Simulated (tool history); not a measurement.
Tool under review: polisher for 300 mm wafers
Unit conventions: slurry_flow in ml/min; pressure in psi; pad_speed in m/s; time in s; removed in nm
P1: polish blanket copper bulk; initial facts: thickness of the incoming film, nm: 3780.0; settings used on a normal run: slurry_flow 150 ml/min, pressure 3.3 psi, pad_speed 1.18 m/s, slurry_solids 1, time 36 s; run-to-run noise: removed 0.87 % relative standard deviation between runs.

run 1 hour=2.9 | slurry_flow=150 pressure=3.3 pad_speed=1.18 slurry_solids=1 time=36 | removed=544.02
run 2 hour=5.5 | slurry_flow=150 pressure=3.3 pad_speed=1.18 slurry_solids=1 time=20 | removed=304.12
run 3 hour=10.1 | slurry_flow=90 pressure=3.3 pad_speed=1.18 slurry_solids=1 time=36 | removed=490.92
run 4 hour=12.7 | slurry_flow=150 pressure=3.3 pad_speed=1.18 slurry_solids=1 time=36 | removed=538.17
run 5 hour=14.8 | slurry_flow=150 pressure=3.3 pad_speed=1.18 slurry_solids=1.45 time=36 | removed=590.25
run 6 hour=19.3 | slurry_flow=150 pressure=5.1 pad_speed=1.18 slurry_solids=1 time=36 | removed=838.09
run 7 hour=22.8 | slurry_flow=150 pressure=3.3 pad_speed=1.18 slurry_solids=1 time=36 | removed=538.52
run 8 hour=26.9 | slurry_flow=150 pressure=3.3 pad_speed=0.62 slurry_solids=0.55 time=36 | removed=254.16
run 9 hour=30.8 | slurry_flow=150 pressure=3.3 pad_speed=1.72 slurry_solids=1 time=36 | removed=800.07
run 10 hour=33.6 | slurry_flow=150 pressure=3.3 pad_speed=1.18 slurry_solids=1 time=48 | removed=726.2
run 11 hour=38 | slurry_flow=150 pressure=2.3 pad_speed=1.18 slurry_solids=1 time=36 | removed=379.58
run 12 hour=40.2 | slurry_flow=150 pressure=3.3 pad_speed=1.48 slurry_solids=1.4 time=36 | removed=746.69
run 13 hour=45 | slurry_flow=150 pressure=3.3 pad_speed=0.54 slurry_solids=1 time=36 | removed=249.24
run 14 hour=49.5 | slurry_flow=150 pressure=3.3 pad_speed=1.18 slurry_solids=1 time=36 | removed=546.69
run 15 hour=53.2 | slurry_flow=150 pressure=3.3 pad_speed=1.18 slurry_solids=1 time=36 | removed=547.18
run 16 hour=57.5 | slurry_flow=150 pressure=3.3 pad_speed=1.18 slurry_solids=0.65 time=36 | removed=500.71
run 17 hour=60.5 | slurry_flow=150 pressure=3.3 pad_speed=1.18 slurry_solids=1 time=36 | removed=552.99
run 18 hour=64.7 | slurry_flow=195 pressure=3.3 pad_speed=1.18 slurry_solids=1 time=36 | removed=569.16
run 19 hour=67.9 | slurry_flow=150 pressure=3.3 pad_speed=1.18 slurry_solids=1 time=36 | removed=544.95
run 20 hour=71 | slurry_flow=150 pressure=3.3 pad_speed=1.18 slurry_solids=1.4 time=56 | removed=921.72
run 21 hour=75.3 | slurry_flow=150 pressure=3.3 pad_speed=1.18 slurry_solids=1 time=36 | removed=540.38
run 22 hour=80.1 | slurry_flow=150 pressure=3.3 pad_speed=1.18 slurry_solids=1 time=36 | removed=516.98
run 23 hour=82.2 | slurry_flow=150 pressure=3.3 pad_speed=1.18 slurry_solids=1 time=36 | removed=514.05
run 24 hour=86 | slurry_flow=150 pressure=3.3 pad_speed=1.18 slurry_solids=1 time=36 | removed=509.06
-- hour=86.9 worn pad replaced by a new one
-- hour=88.8 head pressure recalibrated
run 25 hour=89.7 | slurry_flow=150 pressure=3.3 pad_speed=1.18 slurry_solids=1 time=36 | removed=498.26
run 26 hour=94.4 | slurry_flow=150 pressure=3.3 pad_speed=1.18 slurry_solids=1 time=36 | removed=498.36
run 27 hour=98.2 | slurry_flow=150 pressure=3.3 pad_speed=1.18 slurry_solids=1 time=36 | removed=497.9

What P1 gives has crept off from where it sat before. The 2 causes that follow fit the log equally well, each at the size noted:
A: abrasive missing from the slurry, % = 34
B: slurry flow missing at the pad, % = 34.1
The onset of the drift is placed at about hour 75.3.
The rest of the possible causes, and what rules out each one:
removal rate lost through wear of the pad, %: maintenance at hour 86.9, after the shift began, did not return the process to its former output
head's pressure below its setpoint, %: maintenance at hour 88.8, after the shift began, did not return the process to its former output

Consider the 4 check runs below, whose results appear as question marks and each of which averages 2 wafers. Which one distinguishes the causes, in that each cause would give it a clearly different result?
run check 1 hour=102 | slurry_flow=150 pressure=3.3 pad_speed=0.56 slurry_solids=1.45 time=36 | removed=?
run check 2 hour=102 | slurry_flow=150 pressure=4.9 pad_speed=1.18 slurry_solids=1 time=21 | removed=?
run check 3 hour=102 | slurry_flow=150 pressure=3.3 pad_speed=1.18 slurry_solids=1 time=48 | removed=?
run check 4 hour=102 | slurry_flow=90 pressure=3.3 pad_speed=1.18 slurry_solids=1.45 time=36 | removed=?

If the cause were each of the candidates in turn, the checks would give the following:
check=check_1 result=removed if_A=256.61 if_B=257.61
check=check_2 result=removed if_A=433.46 if_B=433.43
check=check_3 result=removed if_A=667.24 if_B=667.21
check=check_4 result=removed if_A=483.77 if_B=462.55
Distance between the nearest two causes, measured in the result of the check that separates them most: check 1 0.39 %; check 2 0.01 %; check 3 0.01 %; check 4 4.49 %
Of the check runs offered, only check 4 discriminates between the causes; the rest would read about the same regardless of which cause applies.

Check 4 was then run and gave: removed 484.01 nm. Which cause is it?

Of the candidate causes, it is A: abrasive missing from the slurry, %.
